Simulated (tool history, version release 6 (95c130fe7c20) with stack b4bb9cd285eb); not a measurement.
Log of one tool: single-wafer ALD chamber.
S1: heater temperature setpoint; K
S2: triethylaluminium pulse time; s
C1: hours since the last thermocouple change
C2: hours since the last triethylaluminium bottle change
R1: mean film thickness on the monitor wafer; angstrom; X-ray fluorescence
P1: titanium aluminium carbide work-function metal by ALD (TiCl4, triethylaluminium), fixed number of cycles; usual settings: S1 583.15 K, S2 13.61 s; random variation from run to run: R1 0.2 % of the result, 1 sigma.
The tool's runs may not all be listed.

run   hour      S1     S2      C1     C2      R1
  1    9.6  583.15  13.61  1277.3  603.2  21.302
  2     20  583.15  13.61  1287.7  613.6  21.218
  3   26.2  583.15  13.61  1293.9  619.8  21.203
  4   33.9  571.15  13.61  1301.6  627.5  20.181
  5   43.8  583.15  13.61  1311.5  637.4  21.285
  6   51.5  605.15  13.61  1319.2  645.1  23.256
  7   57.3  583.15  18.25    1325  650.9  21.422
  8   69.5  605.15  17.59  1337.2  663.1  23.354
  9   80.2  583.15  13.61  1347.9  673.8  21.183
 10   91.9  583.15  13.61  1359.6  685.5  21.173
 11  103.6  583.15   7.17  1371.3  697.2   19.63
 12  110.1  560.15  18.83  1377.8  703.7  19.315
 13  118.8  583.15  13.61  1386.5  712.4  21.261
 14  125.4  583.15  13.61  1393.1    719  21.151
 15  135.6  583.15  13.61  1403.3  729.2  21.074
 16  142.1  583.15  13.61  1409.8  735.7  20.923
 17  153.7  583.15  13.61  1421.4  747.3  20.915
 18    163  583.15  13.61  1430.7  756.6  20.879
 19  172.2  583.15  13.61  1439.9  765.8  20.903
 20  184.2  583.15  13.61  1451.9  777.8  20.832
 21  194.5  583.15  13.61  1462.2  788.1  20.819

What P1 gives has crept away from where it was. These 2 causes fit the log equally well, each at the size given:
A: triethylaluminium dose below that of a fresh bottle (%) = 25
B: wafer temperature below the value expected at the setpoint (K) = 4.92
The creep began at about hour 118.8.

4 check runs are offered, one wafer each, their results left as question marks. Which one tells the causes apart?
check 1  204.8  574.15  13.61           ?
check 2  204.8  592.15  10.16           ?
check 3  204.8  592.15  13.61           ?
check 4  204.8  605.15  13.61           ?

What each check would give under each cause:
  check  result    if A    if B
check 1      R1  20.028  20.015
check 2      R1  20.651  21.157
check 3      R1    21.6  21.614
check 4      R1  22.748  22.782
How far apart the two closest causes lie, in the result that separates them most: check 1 0.06 %; check 2 2.42 %; check 3 0.07 %; check 4 0.15 %
Only check 2 tells the causes apart: in the others they would give nearly the same result.

Then check 2 was run and gave: R1 20.691 angstrom. Which cause is it?

It is A: triethylaluminium dose below that of a fresh bottle (%).

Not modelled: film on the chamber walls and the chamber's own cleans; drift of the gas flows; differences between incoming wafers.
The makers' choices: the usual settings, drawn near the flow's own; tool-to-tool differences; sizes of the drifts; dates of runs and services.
